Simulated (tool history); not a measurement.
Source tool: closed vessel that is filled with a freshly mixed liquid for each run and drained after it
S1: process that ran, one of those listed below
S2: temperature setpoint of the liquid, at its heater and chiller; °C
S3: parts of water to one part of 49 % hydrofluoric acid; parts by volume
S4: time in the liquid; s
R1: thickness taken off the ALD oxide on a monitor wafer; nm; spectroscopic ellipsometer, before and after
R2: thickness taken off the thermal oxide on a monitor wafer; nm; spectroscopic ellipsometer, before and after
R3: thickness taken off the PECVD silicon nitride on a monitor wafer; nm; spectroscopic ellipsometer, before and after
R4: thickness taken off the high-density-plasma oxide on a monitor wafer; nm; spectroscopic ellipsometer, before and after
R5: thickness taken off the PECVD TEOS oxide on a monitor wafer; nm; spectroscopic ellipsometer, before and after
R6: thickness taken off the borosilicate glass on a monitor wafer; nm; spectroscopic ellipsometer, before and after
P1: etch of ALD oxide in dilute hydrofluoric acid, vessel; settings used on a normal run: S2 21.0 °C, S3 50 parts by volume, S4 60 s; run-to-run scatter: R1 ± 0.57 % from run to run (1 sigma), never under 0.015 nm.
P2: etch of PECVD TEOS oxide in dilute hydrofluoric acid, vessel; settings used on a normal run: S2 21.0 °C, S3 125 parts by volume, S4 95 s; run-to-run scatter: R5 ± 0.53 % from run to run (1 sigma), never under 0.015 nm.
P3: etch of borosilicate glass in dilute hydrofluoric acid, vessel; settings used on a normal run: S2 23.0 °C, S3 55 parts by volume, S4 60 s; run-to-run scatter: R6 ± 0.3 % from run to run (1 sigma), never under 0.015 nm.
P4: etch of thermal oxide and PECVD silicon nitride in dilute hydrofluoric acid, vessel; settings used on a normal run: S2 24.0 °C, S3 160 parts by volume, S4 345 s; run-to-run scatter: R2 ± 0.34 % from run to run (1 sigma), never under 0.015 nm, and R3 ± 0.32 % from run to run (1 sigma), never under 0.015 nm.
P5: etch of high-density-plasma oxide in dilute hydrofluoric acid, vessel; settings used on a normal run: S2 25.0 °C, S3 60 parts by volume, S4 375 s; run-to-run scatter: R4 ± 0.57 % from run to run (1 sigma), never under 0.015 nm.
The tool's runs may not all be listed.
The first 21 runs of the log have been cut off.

run 22 hour=242.7 | S1=P1 S2=21.0 S3=50 S4=60 | R1=27.205
run 23 hour=256.8 | S1=P3 S2=23.0 S3=55 S4=30 | R6=27.784
run 24 hour=268.9 | S1=P5 S2=25.0 S3=25 S4=375 | R4=123.380
run 25 hour=281.8 | S1=P2 S2=21.0 S3=125 S4=95 | R5=5.8307
run 26 hour=294.4 | S1=P1 S2=21.0 S3=50 S4=60 | R1=26.928
run 27 hour=306.1 | S1=P1 S2=17.0 S3=50 S4=30 | R1=11.480
run 28 hour=316.0 | S1=P3 S2=17.0 S3=55 S4=60 | R6=43.209
run 29 hour=329.8 | S1=P5 S2=25.0 S3=60 S4=375 | R4=48.276
run 30 hour=342.5 | S1=P1 S2=21.0 S3=90 S4=60 | R1=14.407
run 31 hour=350.9 | S1=P3 S2=23.0 S3=55 S4=60 | R6=55.676
run 32 hour=365.1 | S1=P4 S2=24.0 S3=250 S4=345 | R2=5.6009 R3=5.36180
run 33 hour=376.8 | S1=P1 S2=21.0 S3=50 S4=60 | R1=27.402
run 34 hour=385.6 | S1=P1 S2=21.0 S3=50 S4=60 | R1=26.663

What does the tool deliver on the next run?
run 35 hour=394.0 | S1=P1 S2=21.0 S3=50 S4=60 | R1=?

R1: 26.684 nm

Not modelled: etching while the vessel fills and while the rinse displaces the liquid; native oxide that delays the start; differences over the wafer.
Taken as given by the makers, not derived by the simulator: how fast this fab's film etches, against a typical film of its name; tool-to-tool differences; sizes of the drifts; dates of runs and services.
